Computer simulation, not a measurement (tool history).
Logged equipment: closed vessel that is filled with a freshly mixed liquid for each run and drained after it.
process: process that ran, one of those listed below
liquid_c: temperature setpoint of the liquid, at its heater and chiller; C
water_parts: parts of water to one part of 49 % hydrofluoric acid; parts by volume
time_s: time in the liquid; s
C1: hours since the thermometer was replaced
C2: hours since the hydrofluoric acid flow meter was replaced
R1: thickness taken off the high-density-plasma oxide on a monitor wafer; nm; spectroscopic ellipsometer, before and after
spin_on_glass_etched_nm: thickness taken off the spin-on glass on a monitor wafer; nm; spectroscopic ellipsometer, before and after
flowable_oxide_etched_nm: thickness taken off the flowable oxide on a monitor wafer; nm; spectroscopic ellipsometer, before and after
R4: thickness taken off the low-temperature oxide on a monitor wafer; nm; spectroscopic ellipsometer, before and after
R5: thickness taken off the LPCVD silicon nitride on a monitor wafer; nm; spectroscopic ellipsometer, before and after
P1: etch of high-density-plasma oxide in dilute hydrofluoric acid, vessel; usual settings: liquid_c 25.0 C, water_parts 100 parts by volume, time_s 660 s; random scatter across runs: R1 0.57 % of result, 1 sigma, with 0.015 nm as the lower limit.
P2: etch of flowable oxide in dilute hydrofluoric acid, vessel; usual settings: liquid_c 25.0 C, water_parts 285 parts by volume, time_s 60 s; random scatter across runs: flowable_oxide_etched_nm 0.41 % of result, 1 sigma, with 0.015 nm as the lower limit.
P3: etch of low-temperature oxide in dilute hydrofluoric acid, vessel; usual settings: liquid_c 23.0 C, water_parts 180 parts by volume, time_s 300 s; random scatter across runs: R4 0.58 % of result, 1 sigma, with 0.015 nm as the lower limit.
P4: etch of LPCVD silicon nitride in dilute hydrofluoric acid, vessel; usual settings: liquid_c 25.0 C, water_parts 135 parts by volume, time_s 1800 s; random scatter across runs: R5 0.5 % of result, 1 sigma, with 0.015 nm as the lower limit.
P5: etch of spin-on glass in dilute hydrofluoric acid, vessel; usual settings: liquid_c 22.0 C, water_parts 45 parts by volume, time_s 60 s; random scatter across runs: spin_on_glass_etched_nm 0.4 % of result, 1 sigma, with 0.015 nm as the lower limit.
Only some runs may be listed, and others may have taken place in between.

{"run": 1, "hour": 10.0, "process": "P1", "liquid_c": 25.0, "water_parts": 100, "time_s": 660, "C1": 367.1, "C2": 321.7, "R1": 38.858}
{"run": 2, "hour": 18.2, "process": "P1", "liquid_c": 25.0, "water_parts": 100, "time_s": 1300, "C1": 375.3, "C2": 329.9, "R1": 76.296}
{"run": 3, "hour": 28.5, "process": "P5", "liquid_c": 22.0, "water_parts": 45, "time_s": 60, "C1": 385.6, "C2": 340.2, "spin_on_glass_etched_nm": 46.33}
{"run": 4, "hour": 36.4, "process": "P2", "liquid_c": 25.0, "water_parts": 285, "time_s": 60, "C1": 393.5, "C2": 348.1, "flowable_oxide_etched_nm": 5.7223}
{"run": 5, "hour": 47.7, "process": "P1", "liquid_c": 25.0, "water_parts": 100, "time_s": 660, "C1": 404.8, "C2": 359.4, "R1": 38.587}
{"run": 6, "hour": 53.6, "process": "P1", "liquid_c": 25.0, "water_parts": 100, "time_s": 660, "C1": 410.7, "C2": 365.3, "R1": 38.649}
{"run": 7, "hour": 64.3, "process": "P1", "liquid_c": 25.0, "water_parts": 25, "time_s": 660, "C1": 421.4, "C2": 376.0, "R1": 171.91}
{"run": 8, "hour": 75.7, "process": "P5", "liquid_c": 17.0, "water_parts": 45, "time_s": 60, "C1": 432.8, "C2": 387.4, "spin_on_glass_etched_nm": 37.142}
{"run": 9, "hour": 85.7, "process": "P3", "liquid_c": 23.0, "water_parts": 180, "time_s": 120, "C1": 442.8, "C2": 397.4, "R4": 8.109}
{"run": 10, "hour": 94.9, "process": "P1", "liquid_c": 25.0, "water_parts": 100, "time_s": 200, "C1": 452.0, "C2": 406.6, "R1": 11.702}
{"run": 11, "hour": 100.7, "process": "P3", "liquid_c": 23.0, "water_parts": 180, "time_s": 300, "C1": 457.8, "C2": 412.4, "R4": 20.45}
{"run": 12, "hour": 106.6, "process": "P5", "liquid_c": 22.0, "water_parts": 75, "time_s": 60, "C1": 463.7, "C2": 418.3, "spin_on_glass_etched_nm": 26.784}
{"run": 13, "hour": 115.6, "process": "P1", "liquid_c": 25.0, "water_parts": 100, "time_s": 660, "C1": 472.7, "C2": 427.3, "R1": 38.842}
{"run": 14, "hour": 121.6, "process": "P1", "liquid_c": 25.0, "water_parts": 100, "time_s": 660, "C1": 478.7, "C2": 433.3, "R1": 38.533}
{"run": 15, "hour": 129.4, "process": "P1", "liquid_c": 18.5, "water_parts": 100, "time_s": 660, "C1": 486.5, "C2": 441.1, "R1": 30.038}
{"run": 16, "hour": 137.2, "process": "P3", "liquid_c": 17.0, "water_parts": 180, "time_s": 300, "C1": 494.3, "C2": 448.9, "R4": 16.085}
{"run": 17, "hour": 146.9, "process": "P2", "liquid_c": 19.0, "water_parts": 285, "time_s": 60, "C1": 504.0, "C2": 458.6, "flowable_oxide_etched_nm": 4.6265}
{"run": 18, "hour": 153.4, "process": "P5", "liquid_c": 22.0, "water_parts": 45, "time_s": 30, "C1": 510.5, "C2": 465.1, "spin_on_glass_etched_nm": 23.242}
{"run": 19, "hour": 159.1, "process": "P1", "liquid_c": 20.5, "water_parts": 25, "time_s": 660, "C1": 516.2, "C2": 470.8, "R1": 140.12}
{"run": 20, "hour": 170.7, "process": "P2", "liquid_c": 25.0, "water_parts": 285, "time_s": 30, "C1": 527.8, "C2": 482.4, "flowable_oxide_etched_nm": 2.8153}
{"run": 21, "hour": 179.0, "process": "P2", "liquid_c": 25.0, "water_parts": 285, "time_s": 60, "C1": 536.1, "C2": 490.7, "flowable_oxide_etched_nm": 5.7121}
{"run": 22, "hour": 185.0, "process": "P4", "liquid_c": 32.0, "water_parts": 135, "time_s": 1800, "C1": 542.1, "C2": 496.7, "R5": 10.532}
{"run": 23, "hour": 193.1, "process": "P2", "liquid_c": 25.0, "water_parts": 405, "time_s": 60, "C1": 550.2, "C2": 504.8, "flowable_oxide_etched_nm": 3.5794}
{"run": 24, "hour": 200.3, "process": "P1", "liquid_c": 25.0, "water_parts": 140, "time_s": 660, "C1": 557.4, "C2": 512.0, "R1": 26.472}

For run 25, what comes out?
{"run": 25, "hour": 210.5, "process": "P4", "liquid_c": 25.0, "water_parts": 135, "time_s": 1800, "C1": 567.6, "C2": 522.2, "R5": "?"}

R5: 6.8265 nm
